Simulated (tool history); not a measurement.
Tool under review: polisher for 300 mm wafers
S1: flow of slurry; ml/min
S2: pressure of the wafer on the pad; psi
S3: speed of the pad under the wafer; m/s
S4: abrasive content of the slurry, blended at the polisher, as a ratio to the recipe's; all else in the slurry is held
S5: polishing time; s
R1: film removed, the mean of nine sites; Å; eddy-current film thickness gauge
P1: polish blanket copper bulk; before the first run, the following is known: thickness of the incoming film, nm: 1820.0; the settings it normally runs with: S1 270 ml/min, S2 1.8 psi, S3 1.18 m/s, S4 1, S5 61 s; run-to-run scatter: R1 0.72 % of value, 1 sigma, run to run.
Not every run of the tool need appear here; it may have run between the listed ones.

run,hour,S1,S2,S3,S4,S5,R1
1,14,270,1.8,1.18,1,61,3711.4
2,25.5,270,1.8,1.18,1,61,3623.8
3,34.9,270,2.7,1.18,1,61,5409.4
4,51,395,1.8,1.18,1,61,3810.6
5,61.2,270,1.8,1.18,1,61,3727.5
6,71.1,270,1.8,1.18,1,61,3662.2
7,80,270,1.1,1.18,1,61,2249.7
8,93.8,270,1.8,0.7,1,28,1015.3
9,104.6,270,1.8,1.18,1,61,3653.3
10,118.1,270,1.8,1.18,1,77,4567.8
11,128.8,270,1.8,0.54,1,61,1700.4
12,144,270,1.8,1.18,1,61,3665.5
13,157.2,270,1.8,1.18,0.6,61,3322.4
14,169.8,270,1.8,1.18,1,34,2050.9
15,182.7,270,1.8,1.62,1,61,5058.8
16,191.6,345,1,1.18,1,61,2079.8

Estimate the outcome of run 17 from the log above:
17,207.9,270,1.8,1.18,1.4,61,?

Run 17 came out at R1 3964.9 Å.
